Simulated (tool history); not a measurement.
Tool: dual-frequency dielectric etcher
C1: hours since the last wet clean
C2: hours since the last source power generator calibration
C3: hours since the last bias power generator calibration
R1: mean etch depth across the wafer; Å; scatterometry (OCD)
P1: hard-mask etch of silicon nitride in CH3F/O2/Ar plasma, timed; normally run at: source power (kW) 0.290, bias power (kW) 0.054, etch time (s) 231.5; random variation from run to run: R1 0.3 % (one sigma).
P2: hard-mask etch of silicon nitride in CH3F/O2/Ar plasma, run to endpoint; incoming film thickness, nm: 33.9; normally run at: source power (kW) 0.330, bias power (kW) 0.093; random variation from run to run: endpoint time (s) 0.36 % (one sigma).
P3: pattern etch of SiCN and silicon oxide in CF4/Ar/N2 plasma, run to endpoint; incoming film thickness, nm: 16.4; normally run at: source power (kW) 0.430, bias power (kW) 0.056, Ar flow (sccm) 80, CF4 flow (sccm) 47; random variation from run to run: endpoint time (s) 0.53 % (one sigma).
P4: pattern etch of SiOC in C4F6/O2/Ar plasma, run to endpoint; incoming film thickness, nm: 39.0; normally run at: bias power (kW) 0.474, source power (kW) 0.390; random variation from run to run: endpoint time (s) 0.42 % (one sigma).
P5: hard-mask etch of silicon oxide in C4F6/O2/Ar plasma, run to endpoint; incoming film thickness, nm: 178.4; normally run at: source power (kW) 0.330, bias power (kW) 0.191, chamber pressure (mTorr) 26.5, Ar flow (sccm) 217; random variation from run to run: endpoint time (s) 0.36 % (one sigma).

run 1 hour=9.5 | process_that_ran=P1 source_power_(kW)=0.290 bias_power_(kW)=0.054 etch_time_(s)=231.5 | C1=252.1 C2=600.3 C3=2226.5 | R1=1244.00
run 2 hour=27.8 | process_that_ran=P1 source_power_(kW)=0.380 bias_power_(kW)=0.054 etch_time_(s)=305.5 | C1=270.4 C2=618.6 C3=2244.8 | R1=1821.40
run 3 hour=46.3 | process_that_ran=P5 source_power_(kW)=0.330 bias_power_(kW)=0.191 chamber_pressure_(mTorr)=34.0 Ar_flow_(sccm)=217 | C1=288.9 C2=637.1 C3=2263.3 | endpoint_time_(s)=61.518
run 4 hour=59.2 | process_that_ran=P3 source_power_(kW)=0.430 bias_power_(kW)=0.075 Ar_flow_(sccm)=80 CF4_flow_(sccm)=47 | C1=301.8 C2=650.0 C3=2276.2 | endpoint_time_(s)=20.399
run 5 hour=72.9 | process_that_ran=P1 source_power_(kW)=0.290 bias_power_(kW)=0.054 etch_time_(s)=231.5 | C1=315.5 C2=663.7 C3=2289.9 | R1=1239.70
run 6 hour=90.2 | process_that_ran=P5 source_power_(kW)=0.330 bias_power_(kW)=0.191 chamber_pressure_(mTorr)=26.5 Ar_flow_(sccm)=303 | C1=332.8 C2=681.0 C3=2307.2 | endpoint_time_(s)=61.492
run 7 hour=102.0 | process_that_ran=P3 source_power_(kW)=0.430 bias_power_(kW)=0.056 Ar_flow_(sccm)=80 CF4_flow_(sccm)=35 | C1=344.6 C2=692.8 C3=2319.0 | endpoint_time_(s)=23.978
run 8 hour=114.1 | process_that_ran=P4 source_power_(kW)=0.520 bias_power_(kW)=0.474 | C1=356.7 C2=704.9 C3=2331.1 | endpoint_time_(s)=12.294
run 9 hour=131.5 | process_that_ran=P2 source_power_(kW)=0.230 bias_power_(kW)=0.093 | C1=374.1 C2=722.3 C3=2348.5 | endpoint_time_(s)=53.916
run 10 hour=144.4 | process_that_ran=P4 source_power_(kW)=0.390 bias_power_(kW)=0.474 | C1=387.0 C2=735.2 C3=2361.4 | endpoint_time_(s)=13.764
run 11 hour=156.0 | process_that_ran=P5 source_power_(kW)=0.330 bias_power_(kW)=0.191 chamber_pressure_(mTorr)=26.5 Ar_flow_(sccm)=217 | C1=398.6 C2=746.8 C3=2373.0 | endpoint_time_(s)=59.212
run 12 hour=171.5 | process_that_ran=P3 source_power_(kW)=0.430 bias_power_(kW)=0.056 Ar_flow_(sccm)=48 CF4_flow_(sccm)=47 | C1=414.1 C2=762.3 C3=2388.5 | endpoint_time_(s)=20.840
run 13 hour=183.7 | process_that_ran=P4 source_power_(kW)=0.390 bias_power_(kW)=0.289 | C1=426.3 C2=774.5 C3=2400.7 | endpoint_time_(s)=16.351
run 14 hour=192.5 | process_that_ran=P2 source_power_(kW)=0.330 bias_power_(kW)=0.055 | C1=435.1 C2=783.3 C3=2409.5 | endpoint_time_(s)=56.932
run 15 hour=206.2 | process_that_ran=P5 source_power_(kW)=0.400 bias_power_(kW)=0.191 chamber_pressure_(mTorr)=26.5 Ar_flow_(sccm)=217 | C1=448.8 C2=797.0 C3=2423.2 | endpoint_time_(s)=55.185
run 16 hour=217.4 | process_that_ran=P1 source_power_(kW)=0.290 bias_power_(kW)=0.054 etch_time_(s)=177.5 | C1=460.0 C2=808.2 C3=2434.4 | R1=950.45
run 17 hour=228.1 | process_that_ran=P1 source_power_(kW)=0.290 bias_power_(kW)=0.054 etch_time_(s)=231.5 | C1=470.7 C2=818.9 C3=2445.1 | R1=1239.40
run 18 hour=247.0 | process_that_ran=P5 source_power_(kW)=0.330 bias_power_(kW)=0.137 chamber_pressure_(mTorr)=26.5 Ar_flow_(sccm)=217 | C1=489.6 C2=837.8 C3=2464.0 | endpoint_time_(s)=66.057
run 19 hour=256.4 | process_that_ran=P1 source_power_(kW)=0.290 bias_power_(kW)=0.054 etch_time_(s)=231.5 | C1=499.0 C2=847.2 C3=2473.4 | R1=1237.00
run 20 hour=271.7 | process_that_ran=P1 source_power_(kW)=0.290 bias_power_(kW)=0.033 etch_time_(s)=231.5 | C1=514.3 C2=862.5 C3=2488.7 | R1=1060.30
run 21 hour=287.5 | process_that_ran=P1 source_power_(kW)=0.230 bias_power_(kW)=0.054 etch_time_(s)=231.5 | C1=530.1 C2=878.3 C3=2504.5 | R1=1138.10
run 22 hour=304.7 | process_that_ran=P2 source_power_(kW)=0.330 bias_power_(kW)=0.093 | C1=547.3 C2=895.5 C3=2521.7 | endpoint_time_(s)=46.984
run 23 hour=317.6 | process_that_ran=P4 source_power_(kW)=0.390 bias_power_(kW)=0.474 | C1=560.2 C2=908.4 C3=2534.6 | endpoint_time_(s)=13.738
run 24 hour=334.0 | process_that_ran=P3 source_power_(kW)=0.310 bias_power_(kW)=0.056 Ar_flow_(sccm)=80 CF4_flow_(sccm)=47 | C1=576.6 C2=924.8 C3=2551.0 | endpoint_time_(s)=30.143
-- hour=350.7 wet clean of the chamber
run 25 hour=353.0 | process_that_ran=P1 source_power_(kW)=0.290 bias_power_(kW)=0.076 etch_time_(s)=231.5 | C1=2.3 C2=943.8 C3=2570.0 | R1=1397.60
run 26 hour=364.9 | process_that_ran=P1 source_power_(kW)=0.290 bias_power_(kW)=0.054 etch_time_(s)=284.5 | C1=14.2 C2=955.7 C3=2581.9 | R1=1517.90
run 27 hour=379.9 | process_that_ran=P1 source_power_(kW)=0.400 bias_power_(kW)=0.054 etch_time_(s)=231.5 | C1=29.2 C2=970.7 C3=2596.9 | R1=1410.20
run 28 hour=389.0 | process_that_ran=P3 source_power_(kW)=0.430 bias_power_(kW)=0.056 Ar_flow_(sccm)=80 CF4_flow_(sccm)=47 | C1=38.3 C2=979.8 C3=2606.0 | endpoint_time_(s)=22.716
run 29 hour=401.8 | process_that_ran=P1 source_power_(kW)=0.290 bias_power_(kW)=0.054 etch_time_(s)=231.5 | C1=51.1 C2=992.6 C3=2618.8 | R1=1241.50
run 30 hour=416.9 | process_that_ran=P1 source_power_(kW)=0.290 bias_power_(kW)=0.054 etch_time_(s)=231.5 | C1=66.2 C2=1007.7 C3=2633.9 | R1=1240.90
run 31 hour=435.7 | process_that_ran=P1 source_power_(kW)=0.290 bias_power_(kW)=0.054 etch_time_(s)=231.5 | C1=85.0 C2=1026.5 C3=2652.7 | R1=1224.80
run 32 hour=451.4 | process_that_ran=P1 source_power_(kW)=0.290 bias_power_(kW)=0.054 etch_time_(s)=231.5 | C1=100.7 C2=1042.2 C3=2668.4 | R1=1225.90
run 33 hour=470.2 | process_that_ran=P1 source_power_(kW)=0.290 bias_power_(kW)=0.054 etch_time_(s)=231.5 | C1=119.5 C2=1061.0 C3=2687.2 | R1=1221.70
-- hour=483.3 wet clean of the chamber
run 34 hour=488.1 | process_that_ran=P1 source_power_(kW)=0.290 bias_power_(kW)=0.054 etch_time_(s)=231.5 | C1=4.9 C2=1078.9 C3=2705.1 | R1=1221.20
run 35 hour=503.9 | process_that_ran=P1 source_power_(kW)=0.290 bias_power_(kW)=0.054 etch_time_(s)=231.5 | C1=20.7 C2=1094.7 C3=2720.9 | R1=1220.30
run 36 hour=523.0 | process_that_ran=P1 source_power_(kW)=0.290 bias_power_(kW)=0.054 etch_time_(s)=231.5 | C1=39.8 C2=1113.8 C3=2740.0 | R1=1219.20
run 37 hour=533.8 | process_that_ran=P1 source_power_(kW)=0.290 bias_power_(kW)=0.054 etch_time_(s)=231.5 | C1=50.6 C2=1124.6 C3=2750.8 | R1=1217.30
run 38 hour=543.6 | process_that_ran=P1 source_power_(kW)=0.290 bias_power_(kW)=0.054 etch_time_(s)=231.5 | C1=60.4 C2=1134.4 C3=2760.6 | R1=1221.60

What P1 gives has crept away from where it was. These 2 causes fit the log equally well, each at the size given:
A: bias power that arrives under what is set, % = 4.53
B: source power that arrives under what is set, % = 3.88
The creep began at about hour 401.8.
Why every other cause is out:
chamber walls in a state that lowers the etch rate, %: serviced at hour 483.3, which brought nothing back

4 check runs are offered, each on 5 wafers whose results are averaged, their results left as question marks. Which one tells the causes apart?
run check 1 hour=553.4 | process_that_ran=P4 source_power_(kW)=0.450 bias_power_(kW)=0.295 | endpoint_time_(s)=?
run check 2 hour=553.4 | process_that_ran=P2 source_power_(kW)=0.230 bias_power_(kW)=0.058 | endpoint_time_(s)=?
run check 3 hour=553.4 | process_that_ran=P5 source_power_(kW)=0.380 bias_power_(kW)=0.191 chamber_pressure_(mTorr)=26.5 Ar_flow_(sccm)=277 | endpoint_time_(s)=?
run check 4 hour=553.4 | process_that_ran=P3 source_power_(kW)=0.430 bias_power_(kW)=0.056 Ar_flow_(sccm)=51 CF4_flow_(sccm)=40 | endpoint_time_(s)=?

What each check would give under each cause:
check=check_1 result=endpoint_time_(s) if_A=15.609 if_B=15.598
check=check_2 result=endpoint_time_(s) if_A=64.904 if_B=64.859
check=check_3 result=endpoint_time_(s) if_A=58.685 if_B=58.715
check=check_4 result=endpoint_time_(s) if_A=21.869 if_B=22.327
How far apart the two closest causes lie, in the result that separates them most: check 1 0.07 %; check 2 0.07 %; check 3 0.05 %; check 4 2.08 %
Check 4 tells the causes apart: in the others they would give nearly the same result.

Check 4 was then run and gave: endpoint time (s) 22.371. Which cause is it?

It is B: source power that arrives under what is set, %.
